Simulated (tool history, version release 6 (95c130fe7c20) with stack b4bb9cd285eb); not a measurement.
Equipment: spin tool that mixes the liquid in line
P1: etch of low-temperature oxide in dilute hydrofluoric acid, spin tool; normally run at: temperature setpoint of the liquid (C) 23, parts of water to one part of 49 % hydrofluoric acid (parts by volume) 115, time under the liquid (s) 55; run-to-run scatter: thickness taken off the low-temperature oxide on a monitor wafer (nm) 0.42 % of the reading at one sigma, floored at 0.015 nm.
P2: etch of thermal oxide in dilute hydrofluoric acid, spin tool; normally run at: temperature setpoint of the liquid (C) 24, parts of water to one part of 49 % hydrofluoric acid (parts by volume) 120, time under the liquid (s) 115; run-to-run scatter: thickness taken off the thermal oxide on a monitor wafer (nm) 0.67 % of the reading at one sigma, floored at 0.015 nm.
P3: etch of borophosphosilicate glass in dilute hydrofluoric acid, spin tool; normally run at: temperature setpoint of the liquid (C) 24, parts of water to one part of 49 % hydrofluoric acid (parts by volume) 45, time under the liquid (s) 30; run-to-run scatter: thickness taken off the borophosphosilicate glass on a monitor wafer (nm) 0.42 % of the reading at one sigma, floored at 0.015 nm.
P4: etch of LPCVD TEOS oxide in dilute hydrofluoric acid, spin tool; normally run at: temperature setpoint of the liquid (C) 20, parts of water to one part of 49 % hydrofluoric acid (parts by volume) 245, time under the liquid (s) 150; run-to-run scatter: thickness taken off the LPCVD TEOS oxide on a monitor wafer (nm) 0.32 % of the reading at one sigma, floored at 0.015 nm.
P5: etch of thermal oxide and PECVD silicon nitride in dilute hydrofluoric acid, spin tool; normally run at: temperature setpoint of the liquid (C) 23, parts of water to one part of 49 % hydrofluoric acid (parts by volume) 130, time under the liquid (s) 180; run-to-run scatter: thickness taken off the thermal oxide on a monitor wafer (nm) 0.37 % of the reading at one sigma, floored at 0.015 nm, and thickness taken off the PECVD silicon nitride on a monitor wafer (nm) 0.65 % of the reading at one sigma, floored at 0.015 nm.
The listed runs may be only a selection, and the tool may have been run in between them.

run    day  process that ran  temperature setpoint of the liquid (C)  parts of water to one part of 49 % hydrofluoric acid (parts by volume)  time under the liquid (s)  hours since the thermometer was replaced  hours since the hydrofluoric acid flow meter was replaced  thickness taken off the low-temperature oxide on a monitor wafer (nm)  thickness taken off the LPCVD TEOS oxide on a monitor wafer (nm)  thickness taken off the thermal oxide on a monitor wafer (nm)  thickness taken off the PECVD silicon nitride on a monitor wafer (nm)  thickness taken off the borophosphosilicate glass on a monitor wafer (nm)
  1  0.183                P1                                      23                                                                     115                         55                                     725.4                                                      389.4                                                                  7.454
  2  0.333                P4                                      20                                                                     245                        150                                       729                                                        393                                                                                                                                   14.974
  3  0.458                P2                                      30                                                                     120                        115                                       732                                                        396                                                                                                                                                                                                  5.7593
  4  0.679                P2                                      24                                                                     120                        115                                     737.3                                                      401.3                                                                                                                                                                                                  4.6328
  5  0.875                P1                                      23                                                                     115                         55                                       742                                                        406                                                                 7.4238
  6  1.104                P5                                      23                                                                     130                        180                                     747.5                                                      411.5                                                                                                                                                                                                  5.7053                                                                 4.2546
  7  1.254                P1                                      23                                                                     160                         55                                     751.1                                                      415.1                                                                  5.108
  8  1.388                P1                                      23                                                                     115                         55                                     754.3                                                      418.3                                                                 7.4242
  9  1.604                P4                                    25.5                                                                     245                        150                                     759.5                                                      423.5                                                                                                                                   18.376
 10  1.708                P2                                      24                                                                     120                         20                                       762                                                        426                                                                                                                                                                                                 0.81078
 11  1.821                P3                                      24                                                                      45                         30                                     764.7                                                      428.7                                                                                                                                                                                                                                                                                                                                                    21.123
 12  2.025                P1                                      17                                                                     115                         55                                     769.6                                                      433.6                                                                 5.8603
 13  2.179                P1                                      23                                                                     115                         95                                     773.3                                                      437.3                                                                 12.797
 14  2.292                P1                                      23                                                                     115                         55                                       776                                                        440                                                                 7.4841
 15  2.467                P2                                      24                                                                     120                        115                                     780.2                                                      444.2                                                                                                                                                                                                  4.6624
     2.625  -- thermometer replaced
 16  2.625                P1                                      31                                                                     115                         55                                         0                                                        448                                                                 10.064
 17  2.738                P4                                      20                                                                     245                        150                                       2.7                                                      450.7                                                                                                                                    14.93
 18  2.896                P3                                      32                                                                      45                         30                                       6.5                                                      454.5                                                                                                                                                                                                                                                                                                                                                    29.158
 19  3.075                P1                                      23                                                                     115                         55                                      10.8                                                      458.8                                                                  7.472
 20  3.188                P4                                      20                                                                     245                        290                                      13.5                                                      461.5                                                                                                                                   29.018
 21  3.425                P1                                      23                                                                      25                         55                                      19.2                                                      467.2                                                                 38.266
 22  3.592                P4                                      20                                                                     115                        150                                      23.2                                                      471.2                                                                                                                                   36.449
 23  3.825                P5                                      23                                                                     130                         15                                      28.8                                                      476.8                                                                                                                                                                                                 0.49025                                                                0.35958
 24  3.967                P5                                      27                                                                     130                        180                                      32.2                                                      480.2                                                                                                                                                                                                  6.6223                                                                 5.5009
 25    4.1                P3                                      24                                                                      20                         30                                      35.4                                                      483.4                                                                                                                                                                                                                                                                                                                                                    49.307
 26  4.321                P1                                      23                                                                     115                         15                                      40.7                                                      488.7                                                                 2.0003
 27  4.521                P3                                      24                                                                      45                         55                                      45.5                                                      493.5                                                                                                                                                                                                                                                                                                                                                    38.876
 28  4.625                P2                                      24                                                                     180                        115                                        48                                                        496                                                                                                                                                                                                  2.8965
 29  4.754                P1                                      23                                                                     115                         55                                      51.1                                                      499.1                                                                  7.403
 30  4.946                P1                                      23                                                                     185                        100                                      55.7                                                      503.7                                                                 7.7268
 31  5.104                P1                                      17                                                                     165                         55                                      59.5                                                      507.5                                                                 3.8316
 32  5.325                P5                                      23                                                                      50                        180                                      64.8                                                      512.8                                                                                                                                                                                                  16.461                                                                  10.93
 33  5.442                P1                                      23                                                                     115                         55                                      67.6                                                      515.6                                                                 7.4241
 34  5.671                P1                                      23                                                                     115                         55                                      73.1                                                      521.1                                                                 7.0903
 35  5.817                P1                                      23                                                                     115                         55                                      76.6                                                      524.6                                                                 6.9555
 36   5.95                P1                                      23                                                                     115                         55                                      79.8                                                      527.8                                                                 6.8922
 37  6.146                P1                                      23                                                                     115                         55                                      84.5                                                      532.5                                                                 6.8514
 38  6.317                P1                                      23                                                                     115                         55                                      88.6                                                      536.6                                                                 6.7863
 39  6.517                P1                                      23                                                                     115                         55                                      93.4                                                      541.4                                                                 6.7728
 40  6.621                P1                                      23                                                                     115                         55                                      95.9                                                      543.9                                                                 6.7622
 41  6.804                P1                                      23                                                                     115                         55                                     100.3                                                      548.3                                                                 6.7776

Estimate the outcome of run 42 from the log above:
 42  6.933                P1                                      23                                                                     115                         55                                     103.4                                                      551.4                                                                      ?

{"run 42": {"thickness taken off the low-temperature oxide on a monitor wafer (nm)": 6.787}}

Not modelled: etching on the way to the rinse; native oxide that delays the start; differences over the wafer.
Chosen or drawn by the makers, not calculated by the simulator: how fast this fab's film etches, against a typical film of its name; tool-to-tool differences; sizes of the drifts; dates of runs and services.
